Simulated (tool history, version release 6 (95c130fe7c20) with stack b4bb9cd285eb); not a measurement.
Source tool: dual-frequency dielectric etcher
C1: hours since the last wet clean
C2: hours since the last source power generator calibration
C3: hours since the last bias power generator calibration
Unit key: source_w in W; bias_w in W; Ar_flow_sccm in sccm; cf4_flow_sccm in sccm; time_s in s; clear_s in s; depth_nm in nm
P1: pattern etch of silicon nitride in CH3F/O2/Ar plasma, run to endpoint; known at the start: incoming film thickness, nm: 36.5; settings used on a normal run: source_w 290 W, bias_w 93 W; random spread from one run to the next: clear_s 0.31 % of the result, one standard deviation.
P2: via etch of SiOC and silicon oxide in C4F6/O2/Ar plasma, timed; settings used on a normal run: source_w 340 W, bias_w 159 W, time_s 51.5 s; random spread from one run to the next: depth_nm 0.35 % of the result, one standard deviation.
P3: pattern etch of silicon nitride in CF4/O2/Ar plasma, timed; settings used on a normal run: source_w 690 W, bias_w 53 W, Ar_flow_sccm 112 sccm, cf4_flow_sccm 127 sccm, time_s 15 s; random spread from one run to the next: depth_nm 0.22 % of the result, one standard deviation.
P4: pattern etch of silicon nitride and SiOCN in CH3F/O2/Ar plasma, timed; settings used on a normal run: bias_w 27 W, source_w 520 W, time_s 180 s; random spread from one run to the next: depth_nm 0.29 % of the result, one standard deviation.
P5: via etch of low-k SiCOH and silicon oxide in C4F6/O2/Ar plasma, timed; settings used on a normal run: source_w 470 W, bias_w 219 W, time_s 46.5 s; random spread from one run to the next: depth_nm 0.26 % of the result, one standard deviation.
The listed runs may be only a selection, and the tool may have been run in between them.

{"run": 1, "hour": 12.3, "process": "P1", "source_w": 290, "bias_w": 93, "C1": 352.9, "C2": 1542.8, "C3": 2885.9, "clear_s": 52.524}
{"run": 2, "hour": 24.9, "process": "P3", "source_w": 690, "bias_w": 38, "Ar_flow_sccm": 112, "cf4_flow_sccm": 127, "time_s": 15, "C1": 365.5, "C2": 1555.4, "C3": 2898.5, "depth_nm": 34.968}
{"run": 3, "hour": 37.6, "process": "P1", "source_w": 290, "bias_w": 93, "C1": 378.2, "C2": 1568.1, "C3": 2911.2, "clear_s": 52.927}
{"run": 4, "hour": 47.4, "process": "P1", "source_w": 290, "bias_w": 93, "C1": 388, "C2": 1577.9, "C3": 2921, "clear_s": 52.653}
{"run": 5, "hour": 58.2, "process": "P3", "source_w": 870, "bias_w": 53, "Ar_flow_sccm": 112, "cf4_flow_sccm": 127, "time_s": 15, "C1": 398.8, "C2": 1588.7, "C3": 2931.8, "depth_nm": 48.172}
{"run": 6, "hour": 69.7, "process": "P1", "source_w": 290, "bias_w": 93, "C1": 410.3, "C2": 1600.2, "C3": 2943.3, "clear_s": 52.63}
{"run": 7, "hour": 85.1, "process": "P2", "source_w": 340, "bias_w": 203, "time_s": 51.5, "C1": 425.7, "C2": 1615.6, "C3": 2958.7, "depth_nm": 57.029}
{"run": 8, "hour": 98.4, "process": "P2", "source_w": 340, "bias_w": 159, "time_s": 51.5, "C1": 439, "C2": 1628.9, "C3": 2972, "depth_nm": 52.516}
{"run": 9, "hour": 113.4, "process": "P3", "source_w": 690, "bias_w": 53, "Ar_flow_sccm": 84, "cf4_flow_sccm": 127, "time_s": 15, "C1": 454, "C2": 1643.9, "C3": 2987, "depth_nm": 40.494}
{"run": 10, "hour": 121.8, "process": "P5", "source_w": 470, "bias_w": 297, "time_s": 46.5, "C1": 462.4, "C2": 1652.3, "C3": 2995.4, "depth_nm": 153.66}
{"run": 11, "hour": 138.6, "process": "P2", "source_w": 410, "bias_w": 159, "time_s": 51.5, "C1": 479.2, "C2": 1669.1, "C3": 3012.2, "depth_nm": 56.921}
{"run": 12, "hour": 148.8, "process": "P3", "source_w": 690, "bias_w": 53, "Ar_flow_sccm": 112, "cf4_flow_sccm": 171, "time_s": 15, "C1": 489.4, "C2": 1679.3, "C3": 3022.4, "depth_nm": 40.508}
{"run": 13, "hour": 162.8, "process": "P1", "source_w": 230, "bias_w": 76, "C1": 503.4, "C2": 1693.3, "C3": 3036.4, "clear_s": 62.011}
{"run": 14, "hour": 176.1, "process": "P2", "source_w": 340, "bias_w": 159, "time_s": 73.5, "C1": 516.7, "C2": 1706.6, "C3": 3049.7, "depth_nm": 75.143}
{"run": 15, "hour": 188.4, "process": "P1", "source_w": 200, "bias_w": 113, "C1": 529, "C2": 1718.9, "C3": 3062, "clear_s": 56.188}
{"run": 16, "hour": 200.3, "process": "P1", "source_w": 290, "bias_w": 70, "C1": 540.9, "C2": 1730.8, "C3": 3073.9, "clear_s": 58.452}
{"run": 17, "hour": 215.1, "process": "P1", "source_w": 290, "bias_w": 93, "C1": 555.7, "C2": 1745.6, "C3": 3088.7, "clear_s": 52.552}
{"run": 18, "hour": 226.7, "process": "P1", "source_w": 400, "bias_w": 93, "C1": 567.3, "C2": 1757.2, "C3": 3100.3, "clear_s": 46.77}
{"run": 19, "hour": 243.7, "process": "P5", "source_w": 470, "bias_w": 219, "time_s": 46.5, "C1": 584.3, "C2": 1774.2, "C3": 3117.3, "depth_nm": 138.48}
{"run": 20, "hour": 257.4, "process": "P3", "source_w": 690, "bias_w": 53, "Ar_flow_sccm": 112, "cf4_flow_sccm": 127, "time_s": 10, "C1": 598, "C2": 1787.9, "C3": 3131, "depth_nm": 26.281}
{"run": 21, "hour": 272.5, "process": "P4", "source_w": 520, "bias_w": 27, "time_s": 223, "C1": 613.1, "C2": 1803, "C3": 3146.1, "depth_nm": 35.407}
{"run": 22, "hour": 280.6, "process": "P4", "source_w": 350, "bias_w": 27, "time_s": 180, "C1": 621.2, "C2": 1811.1, "C3": 3154.2, "depth_nm": 24.953}

What does the tool deliver on the next run?
{"run": 23, "hour": 295.6, "process": "P1", "source_w": 290, "bias_w": 93, "C1": 636.2, "C2": 1826.1, "C3": 3169.2, "clear_s": "?"}

clear_s: 52.667 s

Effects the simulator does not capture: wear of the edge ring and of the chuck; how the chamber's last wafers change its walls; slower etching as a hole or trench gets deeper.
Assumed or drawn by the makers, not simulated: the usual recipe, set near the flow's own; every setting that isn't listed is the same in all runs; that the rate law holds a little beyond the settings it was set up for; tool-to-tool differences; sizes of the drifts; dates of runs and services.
